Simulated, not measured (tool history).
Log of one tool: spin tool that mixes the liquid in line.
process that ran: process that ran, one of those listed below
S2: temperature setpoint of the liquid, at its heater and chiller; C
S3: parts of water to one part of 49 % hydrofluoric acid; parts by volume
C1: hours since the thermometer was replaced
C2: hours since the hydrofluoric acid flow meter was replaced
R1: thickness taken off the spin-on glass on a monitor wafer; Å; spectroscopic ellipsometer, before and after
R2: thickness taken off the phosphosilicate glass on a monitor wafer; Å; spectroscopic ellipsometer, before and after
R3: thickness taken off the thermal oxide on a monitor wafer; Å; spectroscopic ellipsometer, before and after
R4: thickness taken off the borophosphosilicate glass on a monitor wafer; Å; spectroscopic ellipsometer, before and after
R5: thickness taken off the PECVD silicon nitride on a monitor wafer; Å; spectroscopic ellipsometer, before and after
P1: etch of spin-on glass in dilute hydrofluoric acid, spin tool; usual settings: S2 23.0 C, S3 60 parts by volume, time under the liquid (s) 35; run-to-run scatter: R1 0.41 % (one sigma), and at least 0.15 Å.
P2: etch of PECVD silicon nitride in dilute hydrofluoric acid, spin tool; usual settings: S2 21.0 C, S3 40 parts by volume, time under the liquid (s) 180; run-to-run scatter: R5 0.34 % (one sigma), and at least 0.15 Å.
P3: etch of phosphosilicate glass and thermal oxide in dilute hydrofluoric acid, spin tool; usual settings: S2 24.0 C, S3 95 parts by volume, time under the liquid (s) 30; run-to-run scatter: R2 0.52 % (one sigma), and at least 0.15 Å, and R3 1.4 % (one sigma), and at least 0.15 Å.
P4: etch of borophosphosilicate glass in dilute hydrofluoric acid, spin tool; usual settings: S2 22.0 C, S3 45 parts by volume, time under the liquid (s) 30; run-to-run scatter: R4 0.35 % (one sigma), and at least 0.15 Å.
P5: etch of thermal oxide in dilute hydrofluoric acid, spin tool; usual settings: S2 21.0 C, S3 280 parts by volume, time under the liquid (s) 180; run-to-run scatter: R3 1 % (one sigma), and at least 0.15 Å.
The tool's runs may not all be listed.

Run 1, hour 3.6: process that ran P1, S2 23.0 C, S3 60 parts by volume, time under the liquid (s) 35; C1 1103.0; C2 1153.3. Result: R1 196.060 Å.
Run 2, hour 10.4: process that ran P3, S2 24.0 C, S3 95 parts by volume, time under the liquid (s) 30; C1 1109.8; C2 1160.1. Result: R2 630.60 Å, R3 14.2250 Å.
Run 3, hour 16.5: process that ran P5, S2 21.0 C, S3 85 parts by volume, time under the liquid (s) 180; C1 1115.9; C2 1166.2. Result: R3 90.0470 Å.
Run 4, hour 22.7: process that ran P3, S2 24.0 C, S3 95 parts by volume, time under the liquid (s) 30; C1 1122.1; C2 1172.4. Result: R2 637.60 Å, R3 14.4120 Å.
Run 5, hour 26.5: process that ran P4, S2 22.0 C, S3 45 parts by volume, time under the liquid (s) 15; C1 1125.9; C2 1176.2. Result: R4 211.08 Å.
Run 6, hour 32.8: process that ran P1, S2 23.0 C, S3 60 parts by volume, time under the liquid (s) 35; C1 1132.2; C2 1182.5. Result: R1 194.590 Å.
Run 7, hour 38.9: process that ran P2, S2 21.0 C, S3 40 parts by volume, time under the liquid (s) 180; C1 1138.3; C2 1188.6. Result: R5 65.713 Å.
Run 8, hour 45.9: process that ran P1, S2 23.0 C, S3 60 parts by volume, time under the liquid (s) 55; C1 1145.3; C2 1195.6. Result: R1 306.240 Å.
Run 9, hour 51.9: process that ran P1, S2 23.0 C, S3 60 parts by volume, time under the liquid (s) 35; C1 1151.3; C2 1201.6. Result: R1 196.170 Å.
Run 10, hour 55.7: process that ran P1, S2 30.0 C, S3 20 parts by volume, time under the liquid (s) 35; C1 1155.1; C2 1205.4. Result: R1 824.600 Å.
Run 11, hour 60.8: process that ran P1, S2 18.5 C, S3 60 parts by volume, time under the liquid (s) 35; C1 1160.2; C2 1210.5. Result: R1 162.810 Å.
Run 12, hour 66.2: process that ran P5, S2 17.0 C, S3 280 parts by volume, time under the liquid (s) 180; C1 1165.6; C2 1215.9. Result: R3 19.6260 Å.
Run 13, hour 71.3: process that ran P1, S2 30.0 C, S3 20 parts by volume, time under the liquid (s) 35; C1 1170.7; C2 1221.0. Result: R1 824.810 Å.
At hour 75.5: thermometer replaced.
Run 14, hour 78.6: process that ran P1, S2 23.0 C, S3 60 parts by volume, time under the liquid (s) 35; C1 3.1; C2 1228.3. Result: R1 195.340 Å.
Run 15, hour 82.7: process that ran P2, S2 21.0 C, S3 20 parts by volume, time under the liquid (s) 180; C1 7.2; C2 1232.4. Result: R5 128.820 Å.
Run 16, hour 86.3: process that ran P2, S2 27.5 C, S3 40 parts by volume, time under the liquid (s) 180; C1 10.8; C2 1236.0. Result: R5 101.410 Å.
Run 17, hour 89.8: process that ran P5, S2 21.0 C, S3 280 parts by volume, time under the liquid (s) 180; C1 14.3; C2 1239.5. Result: R3 22.7490 Å.
Run 18, hour 94.3: process that ran P1, S2 23.0 C, S3 35 parts by volume, time under the liquid (s) 35; C1 18.8; C2 1244.0. Result: R1 344.410 Å.
Run 19, hour 99.3: process that ran P1, S2 27.5 C, S3 60 parts by volume, time under the liquid (s) 35; C1 23.8; C2 1249.0. Result: R1 234.640 Å.
Run 20, hour 105.2: process that ran P2, S2 21.0 C, S3 40 parts by volume, time under the liquid (s) 35; C1 29.7; C2 1254.9. Result: R5 12.812 Å.
Run 21, hour 109.6: process that ran P1, S2 23.0 C, S3 60 parts by volume, time under the liquid (s) 35; C1 34.1; C2 1259.3. Result: R1 195.430 Å.
Run 22, hour 115.5: process that ran P1, S2 23.0 C, S3 60 parts by volume, time under the liquid (s) 15; C1 40.0; C2 1265.2. Result: R1 84.195 Å.
Run 23, hour 123.0: process that ran P4, S2 30.0 C, S3 45 parts by volume, time under the liquid (s) 30; C1 47.5; C2 1272.7. Result: R4 583.70 Å.
Run 24, hour 130.4: process that ran P3, S2 32.5 C, S3 95 parts by volume, time under the liquid (s) 30; C1 54.9; C2 1280.1. Result: R2 885.67 Å, R3 19.8770 Å.
Run 25, hour 134.6: process that ran P4, S2 22.0 C, S3 45 parts by volume, time under the liquid (s) 30; C1 59.1; C2 1284.3. Result: R4 421.84 Å.
Run 26, hour 139.8: process that ran P1, S2 23.0 C, S3 100 parts by volume, time under the liquid (s) 35; C1 64.3; C2 1289.5. Result: R1 112.570 Å.
At hour 141.1: hydrofluoric acid flow meter replaced.
Run 27, hour 147.0: process that ran P3, S2 24.0 C, S3 95 parts by volume, time under the liquid (s) 65; C1 71.5; C2 5.9. Result: R2 1365.60 Å, R3 31.7420 Å.
Run 28, hour 151.0: process that ran P5, S2 21.0 C, S3 280 parts by volume, time under the liquid (s) 75; C1 75.5; C2 9.9. Result: R3 9.2121 Å.
Run 29, hour 155.3: process that ran P4, S2 22.0 C, S3 20 parts by volume, time under the liquid (s) 30; C1 79.8; C2 14.2. Result: R4 976.52 Å.
Run 30, hour 161.3: process that ran P3, S2 24.0 C, S3 135 parts by volume, time under the liquid (s) 30; C1 85.8; C2 20.2. Result: R2 421.95 Å, R3 9.8228 Å.
Run 31, hour 168.7: process that ran P1, S2 23.0 C, S3 60 parts by volume, time under the liquid (s) 35; C1 93.2; C2 27.6. Result: R1 195.940 Å.
Run 32, hour 175.3: process that ran P1, S2 23.0 C, S3 60 parts by volume, time under the liquid (s) 35; C1 99.8; C2 34.2. Result: R1 201.440 Å.
Run 33, hour 180.7: process that ran P1, S2 23.0 C, S3 60 parts by volume, time under the liquid (s) 35; C1 105.2; C2 39.6. Result: R1 202.890 Å.
Run 34, hour 187.9: process that ran P1, S2 23.0 C, S3 60 parts by volume, time under the liquid (s) 35; C1 112.4; C2 46.8. Result: R1 206.600 Å.
Run 35, hour 194.4: process that ran P1, S2 23.0 C, S3 60 parts by volume, time under the liquid (s) 35; C1 118.9; C2 53.3. Result: R1 209.340 Å.
Run 36, hour 200.0: process that ran P1, S2 23.0 C, S3 60 parts by volume, time under the liquid (s) 35; C1 124.5; C2 58.9. Result: R1 207.860 Å.
Run 37, hour 205.3: process that ran P1, S2 23.0 C, S3 60 parts by volume, time under the liquid (s) 35; C1 129.8; C2 64.2. Result: R1 208.520 Å.
Run 38, hour 208.9: process that ran P1, S2 23.0 C, S3 60 parts by volume, time under the liquid (s) 35; C1 133.4; C2 67.8. Result: R1 209.630 Å.
Run 39, hour 215.7: process that ran P1, S2 23.0 C, S3 60 parts by volume, time under the liquid (s) 35; C1 140.2; C2 74.6. Result: R1 209.530 Å.
Run 40, hour 221.6: process that ran P1, S2 23.0 C, S3 60 parts by volume, time under the liquid (s) 35; C1 146.1; C2 80.5. Result: R1 209.690 Å.

What P1 gives has crept away from where it was. These 2 causes fit the log equally well, each at the size given:
A: hydrofluoric acid flow above the setpoint (%) = 6.56
B: liquid hotter than its thermometer reads (K) = 1.67
The creep began at about hour 168.7.

4 check runs are offered, one wafer each, their results left as question marks. Which one tells the causes apart?
Run check 1, hour 227.5: process that ran P5, S2 17.0 C, S3 160 parts by volume, time under the liquid (s) 180. Result: R3 ?.
Run check 2, hour 227.5: process that ran P3, S2 32.0 C, S3 95 parts by volume, time under the liquid (s) 30. Result: R2 ?, R3 ?.
Run check 3, hour 227.5: process that ran P4, S2 22.0 C, S3 20 parts by volume, time under the liquid (s) 15. Result: R4 ?.
Run check 4, hour 227.5: process that ran P2, S2 27.0 C, S3 40 parts by volume, time under the liquid (s) 180. Result: R5 ?.

What each check would give under each cause:
  check  result     if A     if B
check 1      R3  40.9300  40.7040
check 2      R2   926.98   916.78
check 2      R3  20.9550  20.7240
check 3      R4   523.42   526.60
check 4      R5  105.380  110.570
How far apart the two closest causes lie, in the result that separates them most: check 1 0.55 %; check 2 1.11 %; check 3 0.6 %; check 4 4.8 %
Check 4 tells the causes apart: in the others they would give nearly the same result.

Check 4 was then run and gave: R5 105.450 Å. Which cause is it?

It is A: hydrofluoric acid flow above the setpoint (%).
